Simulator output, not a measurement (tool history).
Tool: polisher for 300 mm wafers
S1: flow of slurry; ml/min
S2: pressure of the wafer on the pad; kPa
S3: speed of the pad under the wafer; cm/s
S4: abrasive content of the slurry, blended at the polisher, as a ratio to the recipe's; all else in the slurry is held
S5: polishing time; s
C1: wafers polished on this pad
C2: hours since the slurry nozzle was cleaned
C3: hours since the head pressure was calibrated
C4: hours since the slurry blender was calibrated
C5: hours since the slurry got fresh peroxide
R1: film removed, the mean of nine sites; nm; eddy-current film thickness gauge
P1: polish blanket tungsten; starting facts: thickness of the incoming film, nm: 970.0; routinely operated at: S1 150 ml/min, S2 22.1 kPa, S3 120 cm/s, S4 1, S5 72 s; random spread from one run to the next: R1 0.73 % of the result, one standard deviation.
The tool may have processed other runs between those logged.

Run 1, hour 16.2: S1 150 ml/min, S2 22.1 kPa, S3 120 cm/s, S4 1, S5 72 s; C1 1177; C2 223.1; C3 272.7; C4 138; C5 106.9. Result: R1 289.3 nm.
Run 2, hour 28.1: S1 150 ml/min, S2 22.1 kPa, S3 120 cm/s, S4 1, S5 35 s; C1 1361; C2 235; C3 284.6; C4 149.9; C5 118.8. Result: R1 138.88 nm.
At hour 39.2: slurry tank refilled with fresh slurry and peroxide.
Run 3, hour 39.3: S1 95 ml/min, S2 22.1 kPa, S3 120 cm/s, S4 1, S5 72 s; C1 1534; C2 246.2; C3 295.8; C4 161.1; C5 0.1. Result: R1 256.21 nm.
Run 4, hour 55.1: S1 95 ml/min, S2 22.1 kPa, S3 76 cm/s, S4 1, S5 72 s; C1 1778; C2 262; C3 311.6; C4 176.9; C5 15.9. Result: R1 164.4 nm.
Run 5, hour 68.8: S1 150 ml/min, S2 22.1 kPa, S3 120 cm/s, S4 1, S5 72 s; C1 1990; C2 275.7; C3 325.3; C4 190.6; C5 29.6. Result: R1 282.53 nm.
Run 6, hour 85.1: S1 150 ml/min, S2 22.1 kPa, S3 120 cm/s, S4 0.75, S5 109 s; C1 2242; C2 292; C3 341.6; C4 206.9; C5 45.9. Result: R1 404.29 nm.
At hour 89.7: worn pad replaced by a new one.
Run 7, hour 103: S1 185 ml/min, S2 14.5 kPa, S3 120 cm/s, S4 1, S5 72 s; C1 205; C2 309.9; C3 359.5; C4 224.8; C5 63.8. Result: R1 192.62 nm.
At hour 110.2: slurry nozzle cleaned.
Run 8, hour 120.6: S1 150 ml/min, S2 22.1 kPa, S3 120 cm/s, S4 1, S5 99 s; C1 478; C2 10.5; C3 377.1; C4 242.4; C5 81.4. Result: R1 393.53 nm.
Run 9, hour 130.9: S1 150 ml/min, S2 22.1 kPa, S3 120 cm/s, S4 1, S5 72 s; C1 637; C2 20.8; C3 387.4; C4 252.7; C5 91.7. Result: R1 283.21 nm.
Run 10, hour 147.3: S1 150 ml/min, S2 22.1 kPa, S3 120 cm/s, S4 1.5, S5 72 s; C1 890; C2 37.2; C3 403.8; C4 269.1; C5 108.1. Result: R1 314.95 nm.
Run 11, hour 166.4: S1 150 ml/min, S2 22.1 kPa, S3 188 cm/s, S4 1, S5 72 s; C1 1186; C2 56.3; C3 422.9; C4 288.2; C5 127.2. Result: R1 449.8 nm.
Run 12, hour 183.2: S1 150 ml/min, S2 31 kPa, S3 120 cm/s, S4 1, S5 72 s; C1 1445; C2 73.1; C3 439.7; C4 305; C5 144. Result: R1 402.79 nm.
Run 13, hour 199.3: S1 150 ml/min, S2 22.1 kPa, S3 120 cm/s, S4 0.55, S5 72 s; C1 1694; C2 89.2; C3 455.8; C4 321.1; C5 160.1. Result: R1 250.48 nm.
Run 14, hour 212.7: S1 150 ml/min, S2 22.1 kPa, S3 120 cm/s, S4 1, S5 72 s; C1 1901; C2 102.6; C3 469.2; C4 334.5; C5 173.5. Result: R1 286.88 nm.
At hour 214.3: slurry blender recalibrated.
Run 15, hour 224.9: S1 225 ml/min, S2 22.1 kPa, S3 120 cm/s, S4 1, S5 72 s; C1 2090; C2 114.8; C3 481.4; C4 10.6; C5 185.7. Result: R1 298.49 nm.
Run 16, hour 242.5: S1 150 ml/min, S2 22.1 kPa, S3 120 cm/s, S4 1, S5 72 s; C1 2362; C2 132.4; C3 499; C4 28.2; C5 203.3. Result: R1 288.56 nm.
Run 17, hour 260.5: S1 150 ml/min, S2 22.1 kPa, S3 120 cm/s, S4 1, S5 72 s; C1 2640; C2 150.4; C3 517; C4 46.2; C5 221.3. Result: R1 285.79 nm.
Run 18, hour 269.7: S1 150 ml/min, S2 22.1 kPa, S3 60 cm/s, S4 1, S5 72 s; C1 2783; C2 159.6; C3 526.2; C4 55.4; C5 230.5. Result: R1 142.83 nm.
Run 19, hour 288.1: S1 150 ml/min, S2 9.7 kPa, S3 120 cm/s, S4 1, S5 72 s; C1 3067; C2 178; C3 544.6; C4 73.8; C5 248.9. Result: R1 124.72 nm.
Run 20, hour 301.9: S1 150 ml/min, S2 22.1 kPa, S3 120 cm/s, S4 1, S5 72 s; C1 3280; C2 191.8; C3 558.4; C4 87.6; C5 262.7. Result: R1 285.36 nm.
Run 21, hour 314.6: S1 150 ml/min, S2 22.1 kPa, S3 120 cm/s, S4 1, S5 72 s; C1 3477; C2 204.5; C3 571.1; C4 100.3; C5 275.4. Result: R1 275.61 nm.
Run 22, hour 325.9: S1 150 ml/min, S2 22.1 kPa, S3 120 cm/s, S4 1, S5 72 s; C1 3652; C2 215.8; C3 582.4; C4 111.6; C5 286.7. Result: R1 273.52 nm.
Run 23, hour 339.3: S1 150 ml/min, S2 22.1 kPa, S3 120 cm/s, S4 1, S5 72 s; C1 3859; C2 229.2; C3 595.8; C4 125; C5 300.1. Result: R1 269.52 nm.
At hour 343.2: worn pad replaced by a new one.
At hour 346.7: slurry tank refilled with fresh slurry and peroxide.
Run 24, hour 355.6: S1 150 ml/min, S2 22.1 kPa, S3 120 cm/s, S4 1, S5 72 s; C1 193; C2 245.5; C3 612.1; C4 141.3; C5 9. Result: R1 268.36 nm.
Run 25, hour 367.8: S1 150 ml/min, S2 22.1 kPa, S3 120 cm/s, S4 1, S5 72 s; C1 381; C2 257.7; C3 624.3; C4 153.5; C5 21.2. Result: R1 262.3 nm.
Run 26, hour 380.7: S1 150 ml/min, S2 22.1 kPa, S3 120 cm/s, S4 1, S5 72 s; C1 581; C2 270.6; C3 637.2; C4 166.4; C5 34.1. Result: R1 260.42 nm.
At hour 382.6: head pressure recalibrated.
Run 27, hour 399.3: S1 150 ml/min, S2 22.1 kPa, S3 120 cm/s, S4 1, S5 72 s; C1 868; C2 289.2; C3 16.8; C4 185; C5 52.7. Result: R1 264.47 nm.
Run 28, hour 410.1: S1 150 ml/min, S2 22.1 kPa, S3 120 cm/s, S4 1, S5 72 s; C1 1035; C2 300; C3 27.6; C4 195.8; C5 63.5. Result: R1 259.42 nm.

What P1 gives has crept away from where it was. These 2 causes fit the log equally well, each at the size given:
A: abrasive missing from the slurry, % = 31.6
B: slurry flow missing at the pad, % = 34.4
The drift started at roughly hour 301.9.
Ruled out, with reasons:
removal rate lost through wear of the pad, %: work on it at hour 343.2, done after the drift set in, did not restore what the process gave before
head's pressure below its setpoint, %: work on it at hour 382.6, done after the drift set in, did not restore what the process gave before
peroxide lost from the slurry, %: work on it at hour 346.7, done after the drift set in, did not restore what the process gave before

Below are 4 check runs, each averaged over 5 wafers, with their results shown as question marks. Which of them would give clearly different results depending on which cause is behind the drift?
Run check 1, hour 420.9: S1 215 ml/min, S2 29 kPa, S3 120 cm/s, S4 1, S5 72 s. Result: R1 ?.
Run check 2, hour 420.9: S1 150 ml/min, S2 22.1 kPa, S3 186 cm/s, S4 0.7, S5 72 s. Result: R1 ?.
Run check 3, hour 420.9: S1 150 ml/min, S2 22.1 kPa, S3 72 cm/s, S4 0.55, S5 72 s. Result: R1 ?.
Run check 4, hour 420.9: S1 150 ml/min, S2 13.8 kPa, S3 120 cm/s, S4 1.45, S5 72 s. Result: R1 ?.

What every check run would give for each of its results, assuming each possible cause in turn:
  check  result    if A    if B
check 1      R1  360.83  369.91
check 2      R1  373.41  372.21
check 3      R1  137.22  136.46
check 4      R1  177.72  178.31
Smallest distance between any two causes, each pair judged by its most separating result, in per cent: check 1 2.48 %; check 2 0.32 %; check 3 0.55 %; check 4 0.33 %
Check 1 tells the causes apart: in the others they would give nearly the same result.

After running check 1, the following was obtained: R1 371.41 nm. Which cause does this point to?

It is B: slurry flow missing at the pad, %.
